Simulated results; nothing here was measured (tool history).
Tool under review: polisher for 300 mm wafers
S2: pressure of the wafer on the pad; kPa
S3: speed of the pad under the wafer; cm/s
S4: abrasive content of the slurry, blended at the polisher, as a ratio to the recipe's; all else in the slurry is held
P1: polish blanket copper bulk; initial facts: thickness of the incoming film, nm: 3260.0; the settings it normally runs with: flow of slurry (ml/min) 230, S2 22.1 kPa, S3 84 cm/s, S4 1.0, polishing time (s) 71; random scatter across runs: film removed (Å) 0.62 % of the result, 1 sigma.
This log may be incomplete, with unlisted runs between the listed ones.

{"run": 1, "hour": 8.1, "flow of slurry (ml/min)": 230, "S2": 22.1, "S3": 84, "S4": 1.0, "polishing time (s)": 71, "film removed (Å)": 5897.9}
{"run": 2, "hour": 13.5, "flow of slurry (ml/min)": 230, "S2": 22.1, "S3": 132, "S4": 1.0, "polishing time (s)": 71, "film removed (Å)": 9274.7}
{"run": 3, "hour": 18.0, "flow of slurry (ml/min)": 360, "S2": 22.1, "S3": 84, "S4": 1.0, "polishing time (s)": 71, "film removed (Å)": 6055.0}
{"run": 4, "hour": 25.1, "flow of slurry (ml/min)": 230, "S2": 22.1, "S3": 84, "S4": 1.0, "polishing time (s)": 71, "film removed (Å)": 5871.6}
{"run": 5, "hour": 31.4, "flow of slurry (ml/min)": 140, "S2": 22.1, "S3": 84, "S4": 1.0, "polishing time (s)": 71, "film removed (Å)": 5499.7}
{"run": 6, "hour": 37.7, "flow of slurry (ml/min)": 230, "S2": 22.1, "S3": 84, "S4": 1.0, "polishing time (s)": 111, "film removed (Å)": 9180.8}
{"hour": 37.8, "done": "head pressure recalibrated"}
{"run": 7, "hour": 44.8, "flow of slurry (ml/min)": 230, "S2": 22.1, "S3": 84, "S4": 1.0, "polishing time (s)": 71, "film removed (Å)": 5848.8}
{"hour": 45.8, "done": "slurry blender recalibrated"}
{"run": 8, "hour": 53.1, "flow of slurry (ml/min)": 230, "S2": 31.0, "S3": 84, "S4": 1.0, "polishing time (s)": 71, "film removed (Å)": 8289.7}
{"run": 9, "hour": 60.0, "flow of slurry (ml/min)": 230, "S2": 22.1, "S3": 84, "S4": 1.0, "polishing time (s)": 71, "film removed (Å)": 5844.9}
{"hour": 61.0, "done": "slurry nozzle cleaned"}
{"run": 10, "hour": 64.5, "flow of slurry (ml/min)": 230, "S2": 22.1, "S3": 84, "S4": 1.0, "polishing time (s)": 71, "film removed (Å)": 5848.6}
{"run": 11, "hour": 72.2, "flow of slurry (ml/min)": 230, "S2": 22.1, "S3": 84, "S4": 1.4, "polishing time (s)": 71, "film removed (Å)": 6304.6}
{"run": 12, "hour": 80.3, "flow of slurry (ml/min)": 230, "S2": 16.5, "S3": 84, "S4": 1.0, "polishing time (s)": 71, "film removed (Å)": 4360.9}
{"run": 13, "hour": 87.1, "flow of slurry (ml/min)": 230, "S2": 22.1, "S3": 84, "S4": 1.0, "polishing time (s)": 50, "film removed (Å)": 4116.8}
{"run": 14, "hour": 92.6, "flow of slurry (ml/min)": 230, "S2": 22.1, "S3": 84, "S4": 0.5, "polishing time (s)": 71, "film removed (Å)": 5054.4}
{"run": 15, "hour": 97.5, "flow of slurry (ml/min)": 305, "S2": 22.1, "S3": 84, "S4": 1.0, "polishing time (s)": 99, "film removed (Å)": 8410.4}
{"run": 16, "hour": 103.2, "flow of slurry (ml/min)": 230, "S2": 22.1, "S3": 84, "S4": 1.0, "polishing time (s)": 71, "film removed (Å)": 5873.2}
{"run": 17, "hour": 107.6, "flow of slurry (ml/min)": 230, "S2": 22.1, "S3": 44, "S4": 1.0, "polishing time (s)": 71, "film removed (Å)": 3057.2}
{"run": 18, "hour": 113.4, "flow of slurry (ml/min)": 230, "S2": 22.1, "S3": 84, "S4": 1.0, "polishing time (s)": 71, "film removed (Å)": 5836.3}
{"run": 19, "hour": 121.9, "flow of slurry (ml/min)": 230, "S2": 22.1, "S3": 84, "S4": 1.0, "polishing time (s)": 71, "film removed (Å)": 5756.2}
{"run": 20, "hour": 129.4, "flow of slurry (ml/min)": 230, "S2": 22.1, "S3": 84, "S4": 1.0, "polishing time (s)": 71, "film removed (Å)": 5668.7}
{"run": 21, "hour": 133.4, "flow of slurry (ml/min)": 230, "S2": 22.1, "S3": 84, "S4": 1.0, "polishing time (s)": 71, "film removed (Å)": 5667.6}
{"run": 22, "hour": 139.0, "flow of slurry (ml/min)": 230, "S2": 22.1, "S3": 84, "S4": 1.0, "polishing time (s)": 71, "film removed (Å)": 5577.7}
{"run": 23, "hour": 146.7, "flow of slurry (ml/min)": 230, "S2": 22.1, "S3": 84, "S4": 1.0, "polishing time (s)": 71, "film removed (Å)": 5558.0}
{"hour": 150.2, "done": "head pressure recalibrated"}
{"hour": 150.4, "done": "worn pad replaced by a new one"}
{"run": 24, "hour": 154.2, "flow of slurry (ml/min)": 230, "S2": 22.1, "S3": 84, "S4": 1.0, "polishing time (s)": 71, "film removed (Å)": 5498.8}
{"run": 25, "hour": 160.8, "flow of slurry (ml/min)": 230, "S2": 22.1, "S3": 84, "S4": 1.0, "polishing time (s)": 71, "film removed (Å)": 5478.2}
{"run": 26, "hour": 166.3, "flow of slurry (ml/min)": 230, "S2": 22.1, "S3": 84, "S4": 1.0, "polishing time (s)": 71, "film removed (Å)": 5517.8}
{"run": 27, "hour": 172.7, "flow of slurry (ml/min)": 230, "S2": 22.1, "S3": 84, "S4": 1.0, "polishing time (s)": 71, "film removed (Å)": 5475.4}
{"run": 28, "hour": 179.3, "flow of slurry (ml/min)": 230, "S2": 22.1, "S3": 84, "S4": 1.0, "polishing time (s)": 71, "film removed (Å)": 5478.7}
{"run": 29, "hour": 187.3, "flow of slurry (ml/min)": 230, "S2": 22.1, "S3": 84, "S4": 1.0, "polishing time (s)": 71, "film removed (Å)": 5480.8}

P1 has crept away from where it was. The log is fitted equally well by each of these 2 causes, at the sizes shown:
A: abrasive missing from the slurry, % = 28.3
B: slurry flow missing at the pad, % = 38
At approximately hour 113.4, the process output began to creep.
Ruled out, with reasons:
removal rate lost through wear of the pad, %: its service at hour 150.4 followed the start of the drift and did not put the process back to its old value
head's pressure below its setpoint, %: its service at hour 150.2 followed the start of the drift and did not put the process back to its old value

You are offered 4 check runs, listed below with question marks in place of their results; each one averages 5 wafers. Which run separates the listed causes by giving clearly different results for each?
{"run": "check 1", "hour": 195.3, "flow of slurry (ml/min)": 230, "S2": 22.1, "S3": 130, "S4": 1.0, "polishing time (s)": 71, "film removed (Å)": "?"}
{"run": "check 2", "hour": 195.3, "flow of slurry (ml/min)": 230, "S2": 22.1, "S3": 60, "S4": 1.0, "polishing time (s)": 71, "film removed (Å)": "?"}
{"run": "check 3", "hour": 195.3, "flow of slurry (ml/min)": 230, "S2": 29.0, "S3": 84, "S4": 0.7, "polishing time (s)": 71, "film removed (Å)": "?"}
{"run": "check 4", "hour": 195.3, "flow of slurry (ml/min)": 170, "S2": 22.1, "S3": 84, "S4": 1.0, "polishing time (s)": 107, "film removed (Å)": "?"}

Expected result of each check under each candidate cause:
check=check_1 result=film_removed_(Å) if_A=8441.4 if_B=8441.8
check=check_2 result=film_removed_(Å) if_A=3896.0 if_B=3896.2
check=check_3 result=film_removed_(Å) if_A=6663.8 if_B=6643.4
check=check_4 result=film_removed_(Å) if_A=7894.1 if_B=7719.3
How far apart the two closest causes lie, in the result that separates them most: check 1 0 %; check 2 0 %; check 3 0.31 %; check 4 2.24 %
Check 4 tells the causes apart: in the others they would give nearly the same result.

Running check 4 produced the following: film removed (Å) 7718.4. Which one of the listed causes fits?

B is the cause: slurry flow missing at the pad, %.
